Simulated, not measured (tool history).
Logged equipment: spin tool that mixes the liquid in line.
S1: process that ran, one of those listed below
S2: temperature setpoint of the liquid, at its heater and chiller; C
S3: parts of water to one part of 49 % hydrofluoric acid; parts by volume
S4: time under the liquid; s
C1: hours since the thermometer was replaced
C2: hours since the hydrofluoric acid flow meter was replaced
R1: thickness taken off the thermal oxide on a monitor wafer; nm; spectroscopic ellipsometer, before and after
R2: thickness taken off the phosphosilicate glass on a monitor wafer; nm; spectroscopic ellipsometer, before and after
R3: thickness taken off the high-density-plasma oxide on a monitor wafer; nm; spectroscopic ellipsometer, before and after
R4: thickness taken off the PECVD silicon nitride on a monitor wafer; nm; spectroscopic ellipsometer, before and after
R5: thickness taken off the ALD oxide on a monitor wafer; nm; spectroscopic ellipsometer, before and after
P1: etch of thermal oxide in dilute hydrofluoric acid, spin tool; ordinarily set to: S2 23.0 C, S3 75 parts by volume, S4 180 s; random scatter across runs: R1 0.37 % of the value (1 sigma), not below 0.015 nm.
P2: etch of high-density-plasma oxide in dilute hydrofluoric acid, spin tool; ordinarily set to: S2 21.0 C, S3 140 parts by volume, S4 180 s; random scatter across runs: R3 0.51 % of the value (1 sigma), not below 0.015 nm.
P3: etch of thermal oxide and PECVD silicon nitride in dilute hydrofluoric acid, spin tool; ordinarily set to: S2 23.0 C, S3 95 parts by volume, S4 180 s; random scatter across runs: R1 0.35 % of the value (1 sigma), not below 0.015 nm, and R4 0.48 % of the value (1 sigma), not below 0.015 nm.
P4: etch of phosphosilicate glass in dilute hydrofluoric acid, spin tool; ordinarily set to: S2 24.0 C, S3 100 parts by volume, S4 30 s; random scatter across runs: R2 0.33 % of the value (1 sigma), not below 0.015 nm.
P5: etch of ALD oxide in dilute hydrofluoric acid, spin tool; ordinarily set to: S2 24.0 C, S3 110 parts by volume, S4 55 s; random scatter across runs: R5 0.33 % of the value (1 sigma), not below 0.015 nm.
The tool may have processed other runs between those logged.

run	hour	S1	S2	S3	S4	C1	C2	R1	R2	R3	R4	R5
1	2.8	P1	23.0	75	180	690.3	605.2	10.5100				
2	6.2	P1	23.0	120	40	693.7	608.6	1.4141				
3	11.7	P1	23.0	45	180	699.2	614.1	18.3380				
4	16.5	P4	24.0	30	30	704.0	618.9		224.150			
5	21.6	P1	23.0	75	180	709.1	624.0	10.5550				
6	26.4	P1	23.0	75	180	713.9	628.8	10.5710				
7	29.1	P2	21.0	20	180	716.6	631.5			49.9730		
8	32.6	P4	24.0	100	15	720.1	635.0		30.598			
9	37.2	P3	18.0	95	180	724.7	639.6	7.0489			6.8940	
10	40.7	P2	21.0	140	330	728.2	643.1			11.2950		
11	45.9	P1	23.0	75	180	733.4	648.3	10.5980				
12	50.8	P1	23.0	75	45	738.3	653.2	2.6423				
13	54.8	P1	29.0	75	180	742.3	657.2	13.5160				
14	59.5	P3	23.0	140	180	747.0	661.9	5.5467			6.6946	
15	62.4	P5	24.0	175	55	749.9	664.8					5.0399
16	66.1	P5	24.0	110	55	753.6	668.5					8.6780
17	71.2	P2	21.0	140	180	758.7	673.6			6.1545		
18	76.0	P5	24.0	110	20	763.5	678.4					3.1417
19	81.0	P4	24.0	100	30	768.5	683.4		60.994			
20	84.0	P3	23.0	95	290	771.5	686.4	13.9590			15.7340	
21	90.0	P5	19.0	110	55	777.5	692.4					7.0814
22	94.6	P1	19.5	75	180	782.1	697.0	9.1660				
23	99.0	P3	23.0	95	180	786.5	701.4	8.6674			9.7001	
24	102.0	P4	30.0	100	30	789.5	704.4		77.199			
25	106.0	P3	23.0	95	180	793.5	708.4	8.6673			9.7228	
26	109.9	P2	17.0	140	180	797.4	712.3			5.2393		
27	115.0	P1	23.0	75	180	802.5	717.4	10.6180				
28	120.1	P1	23.0	75	180	807.6	722.5	10.6390				
29	125.0	P1	23.0	135	270	812.5	727.4	8.2143				
30	129.9	P1	23.0	135	180	817.4	732.3	5.4763				
31	134.7	P2	21.0	140	180	822.2	737.1			6.1286		
32	139.3	P1	23.0	75	275	826.8	741.7	16.2180				
33	142.8	P1	23.0	75	180	830.3	745.2	10.5950				
34	145.9	P1	23.0	75	180	833.4	748.3	10.8390				
35	150.9	P1	23.0	75	180	838.4	753.3	11.1100				
36	157.0	P1	23.0	75	180	844.5	759.4	11.4310				
37	161.9	P1	23.0	75	180	849.4	764.3	11.5280				
38	167.3	P1	23.0	75	180	854.8	769.7	11.6820				
39	171.8	P1	23.0	75	180	859.3	774.2	11.6020				
40	176.2	P1	23.0	75	180	863.7	778.6	11.6880				
41	180.6	P1	23.0	75	180	868.1	783.0	11.7210				
42	183.6	P1	23.0	75	180	871.1	786.0	11.6490				
43	189.1	P1	23.0	75	180	876.6	791.5	11.6800				

Compared with where it was, what P1 gives has crept away. Each cause listed below fits the log as well as the rest, at the size given for it:
A: hydrofluoric acid flow above the setpoint (%) = 9.35
B: liquid hotter than its thermometer reads (K) = 2.42
The drift started at roughly hour 142.8.

The check runs listed below each take one wafer, and their results are still question marks. Under which run would the listed causes lead to clearly different results?
check 1	194.6	P4	24.0	100	30				?			
check 2	194.6	P2	21.0	140	180					?		
check 3	194.6	P5	24.0	110	55							?
check 4	194.6	P3	23.0	95	180			?			?	

Check results expected under each cause:
check	result	if A	if B
check 1	R2	67.525	67.179
check 2	R3	6.8156	6.7641
check 3	R5	9.6220	9.5570
check 4	R1	9.5437	9.5134
check 4	R4	10.6250	11.4150
Distance between the nearest two causes, measured in the result of the check that separates them most: check 1 0.51 %; check 2 0.76 %; check 3 0.68 %; check 4 7.17 %
Only check 4 tells the causes apart: in the others they would give nearly the same result.

Check 4 has now been run. It gave: R1 9.5351 nm; R4 10.6480 nm. Which of the candidate causes is it?

A is the cause: hydrofluoric acid flow above the setpoint (%).

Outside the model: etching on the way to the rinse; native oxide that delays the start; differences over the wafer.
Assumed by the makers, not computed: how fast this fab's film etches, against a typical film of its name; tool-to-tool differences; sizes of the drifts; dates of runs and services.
